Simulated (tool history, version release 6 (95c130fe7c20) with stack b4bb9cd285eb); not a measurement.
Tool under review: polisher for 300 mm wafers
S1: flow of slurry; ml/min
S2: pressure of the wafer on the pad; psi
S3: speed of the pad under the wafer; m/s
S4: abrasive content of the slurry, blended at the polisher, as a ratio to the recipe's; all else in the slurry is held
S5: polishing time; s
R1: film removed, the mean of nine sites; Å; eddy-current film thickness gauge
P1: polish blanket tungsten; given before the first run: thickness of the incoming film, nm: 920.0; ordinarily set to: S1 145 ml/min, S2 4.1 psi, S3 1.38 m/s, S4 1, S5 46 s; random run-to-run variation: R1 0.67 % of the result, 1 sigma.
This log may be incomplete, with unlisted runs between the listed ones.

run,hour,S1,S2,S3,S4,S5,R1
1,9.6,145,4.1,1.38,1,46,3780
2,18.2,225,4.1,1.38,1,46,4019.4
3,29.1,145,4.1,1.38,0.55,46,3241.9
4,38.7,215,4.1,1.38,0.6,46,3580.5
5,48.9,145,4.1,1.38,1,46,3781.8
6,57.7,100,4.1,1.38,1,46,3459.5
7,68.9,145,4.1,1.38,1,72,5992.5
8,76.9,145,4.1,2.06,1,46,5613.3
9,82.1,145,4.1,1.38,1,22,1804
# hour 84.5: slurry blender recalibrated
# hour 87: slurry tank refilled with fresh slurry and peroxide
10,89.5,145,4.1,1.38,1,46,3777.6
11,97.8,145,6.1,1.38,1,46,5620
12,108.5,145,1.8,1.38,1,46,1659.2
13,119.4,220,2.4,1.38,1,46,2369.2
14,125.9,145,4.1,1.38,1,46,3781.7
15,136.7,145,2.9,1.38,1.4,46,2899.2
16,146.8,145,4.1,0.62,1,46,1714.3
17,156.7,145,4.1,1.38,1.5,46,4164.1

Forecast run 18:
18,167.5,145,4.1,1.38,1,46,?

{"run 18": {"R1": 3752.1}}

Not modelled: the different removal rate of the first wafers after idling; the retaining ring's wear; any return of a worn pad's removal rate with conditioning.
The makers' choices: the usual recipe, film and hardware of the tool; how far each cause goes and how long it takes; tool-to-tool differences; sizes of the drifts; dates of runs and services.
